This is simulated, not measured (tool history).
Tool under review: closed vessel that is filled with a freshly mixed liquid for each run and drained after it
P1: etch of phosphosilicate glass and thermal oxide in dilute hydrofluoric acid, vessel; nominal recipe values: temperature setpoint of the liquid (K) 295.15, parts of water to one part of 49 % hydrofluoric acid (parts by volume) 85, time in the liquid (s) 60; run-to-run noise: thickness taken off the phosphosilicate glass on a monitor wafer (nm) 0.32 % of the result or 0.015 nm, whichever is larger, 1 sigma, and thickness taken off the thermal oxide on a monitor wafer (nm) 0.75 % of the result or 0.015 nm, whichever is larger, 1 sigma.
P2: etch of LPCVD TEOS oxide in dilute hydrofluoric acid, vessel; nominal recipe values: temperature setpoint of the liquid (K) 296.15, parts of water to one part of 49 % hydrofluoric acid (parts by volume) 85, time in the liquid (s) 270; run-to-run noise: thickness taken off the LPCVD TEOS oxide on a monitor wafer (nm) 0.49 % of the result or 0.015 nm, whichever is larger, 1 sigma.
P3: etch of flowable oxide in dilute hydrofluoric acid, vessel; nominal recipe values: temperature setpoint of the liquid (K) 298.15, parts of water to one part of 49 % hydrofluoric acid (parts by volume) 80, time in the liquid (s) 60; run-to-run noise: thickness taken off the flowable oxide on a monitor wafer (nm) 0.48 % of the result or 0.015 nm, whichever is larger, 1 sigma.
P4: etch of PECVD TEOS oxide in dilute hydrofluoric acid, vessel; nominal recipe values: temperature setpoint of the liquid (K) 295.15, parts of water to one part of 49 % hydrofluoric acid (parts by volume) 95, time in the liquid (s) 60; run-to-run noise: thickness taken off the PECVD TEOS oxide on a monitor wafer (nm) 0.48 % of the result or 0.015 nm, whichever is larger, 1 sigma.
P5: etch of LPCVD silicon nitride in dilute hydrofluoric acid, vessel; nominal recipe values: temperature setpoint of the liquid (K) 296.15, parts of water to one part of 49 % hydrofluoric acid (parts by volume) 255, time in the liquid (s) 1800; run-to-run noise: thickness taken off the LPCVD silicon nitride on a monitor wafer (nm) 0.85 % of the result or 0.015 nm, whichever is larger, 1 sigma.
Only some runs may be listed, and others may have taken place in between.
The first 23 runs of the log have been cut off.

run     day  process that ran  temperature setpoint of the liquid (K)  parts of water to one part of 49 % hydrofluoric acid (parts by volume)  time in the liquid (s)  hours since the thermometer was replaced  hours since the hydrofluoric acid flow meter was replaced  thickness taken off the phosphosilicate glass on a monitor wafer (nm)  thickness taken off the thermal oxide on a monitor wafer (nm)  thickness taken off the flowable oxide on a monitor wafer (nm)  thickness taken off the LPCVD TEOS oxide on a monitor wafer (nm)  thickness taken off the PECVD TEOS oxide on a monitor wafer (nm)  thickness taken off the LPCVD silicon nitride on a monitor wafer (nm)
 24  11.533                P3                                  298.15                                                                      80                      30                                    1119.9                                                      982.7                                                                                                                                                                                                17.656
 25  11.892                P1                                  295.15                                                                      85                      60                                    1128.5                                                      991.3                                                                121.510                                                         3.3684
 26  12.362                P5                                  296.15                                                                     255                     665                                    1139.8                                                     1002.6                                                                                                                                                                                                                                                                                                                                                                                                           1.1504
 27  12.917                P2                                  290.15                                                                      85                     270                                    1153.1                                                     1015.9                                                                                                                                                                                                                                                                  40.485
 28  13.588                P3                                  298.15                                                                      80                      60                                    1169.2                                                     1032.0                                                                                                                                                                                                35.070
 29  14.050                P5                                  296.15                                                                     255                    1800                                    1180.3                                                     1043.1                                                                                                                                                                                                                                                                                                                                                                                                           3.1536
 30  14.721                P5                                  296.15                                                                     365                    1800                                    1196.4                                                     1059.2                                                                                                                                                                                                                                                                                                                                                                                                           2.2226
 31  15.204                P4                                  295.15                                                                      30                      60                                    1208.0                                                     1070.8                                                                                                                                                                                                                                                                                                                                   33.2310
 32  15.571                P1                                  295.15                                                                      85                      60                                    1216.8                                                     1079.6                                                                121.990                                                         3.3349
 33  16.046                P1                                  295.15                                                                      85                      60                                    1228.2                                                     1091.0                                                                118.390                                                         3.2032
 34  16.512                P1                                  295.15                                                                      85                      60                                    1239.4                                                     1102.2                                                                116.400                                                         3.1866
 35  17.108                P1                                  295.15                                                                      85                      60                                    1253.7                                                     1116.5                                                                115.670                                                         3.1900
 36  17.704                P1                                  295.15                                                                      85                      60                                    1268.0                                                     1130.8                                                                115.470                                                         3.1099

Run 37 has not been measured yet. What should we expect?
 37  18.067                P1                                  295.15                                                                      85                      60                                    1276.7                                                     1139.5                                                                      ?                                                              ?

Run 37 measured thickness taken off the phosphosilicate glass on a monitor wafer (nm) 115.670, thickness taken off the thermal oxide on a monitor wafer (nm) 3.1396.
